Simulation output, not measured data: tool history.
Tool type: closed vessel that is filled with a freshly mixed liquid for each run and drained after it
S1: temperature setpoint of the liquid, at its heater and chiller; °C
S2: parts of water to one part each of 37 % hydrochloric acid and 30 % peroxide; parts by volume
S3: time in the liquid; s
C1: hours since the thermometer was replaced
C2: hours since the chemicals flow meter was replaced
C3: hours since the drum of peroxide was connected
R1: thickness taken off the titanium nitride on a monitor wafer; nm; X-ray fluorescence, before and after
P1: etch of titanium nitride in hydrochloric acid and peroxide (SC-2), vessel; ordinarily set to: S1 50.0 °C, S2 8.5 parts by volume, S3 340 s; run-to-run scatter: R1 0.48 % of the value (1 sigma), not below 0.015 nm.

| run | hour | S1 | S2 | S3 | C1 | C2 | C3 | R1 |
|---|---|---|---|---|---|---|---|---|
| 1 | 4.5 | 50.0 | 8.5 | 340 | 370.3 | 575.5 | 155.9 | 13.7950 |
| 2 | 7.8 | 50.0 | 8.5 | 340 | 373.6 | 578.8 | 159.2 | 13.7970 |
| 3 | 10.9 | 56.5 | 8.5 | 135 | 376.7 | 581.9 | 162.3 | 8.3632 |
| 4 | 15.1 | 50.0 | 4.0 | 340 | 380.9 | 586.1 | 166.5 | 24.1230 |
| 5 | 20.6 | 58.0 | 12.0 | 340 | 386.4 | 591.6 | 172.0 | 17.3620 |
| 6 | 25.7 | 50.0 | 13.0 | 95 | 391.5 | 596.7 | 177.1 | 2.6944 |
|  | 25.8 | chemicals flow meter replaced |
| 7 | 30.3 | 50.0 | 8.5 | 680 | 396.1 | 4.5 | 181.7 | 27.6220 |
| 8 | 33.0 | 65.0 | 8.5 | 340 | 398.8 | 7.2 | 184.4 | 35.7040 |
| 9 | 38.4 | 50.0 | 8.5 | 340 | 404.2 | 12.6 | 189.8 | 13.6440 |
| 10 | 43.6 | 50.0 | 14.0 | 340 | 409.4 | 17.8 | 195.0 | 9.0812 |
| 11 | 49.7 | 50.0 | 8.5 | 340 | 415.5 | 23.9 | 201.1 | 13.8050 |
| 12 | 54.1 | 35.0 | 8.5 | 340 | 419.9 | 28.3 | 205.5 | 4.8548 |
| 13 | 60.0 | 50.0 | 8.5 | 120 | 425.8 | 34.2 | 211.4 | 4.9019 |
| 14 | 64.3 | 50.0 | 8.5 | 340 | 430.1 | 38.5 | 215.7 | 13.6900 |

What does the tool deliver on the next run?
| 15 | 69.5 | 50.0 | 8.5 | 340 | 435.3 | 43.7 | 220.9 | ? |

R1: 14.3500 nm
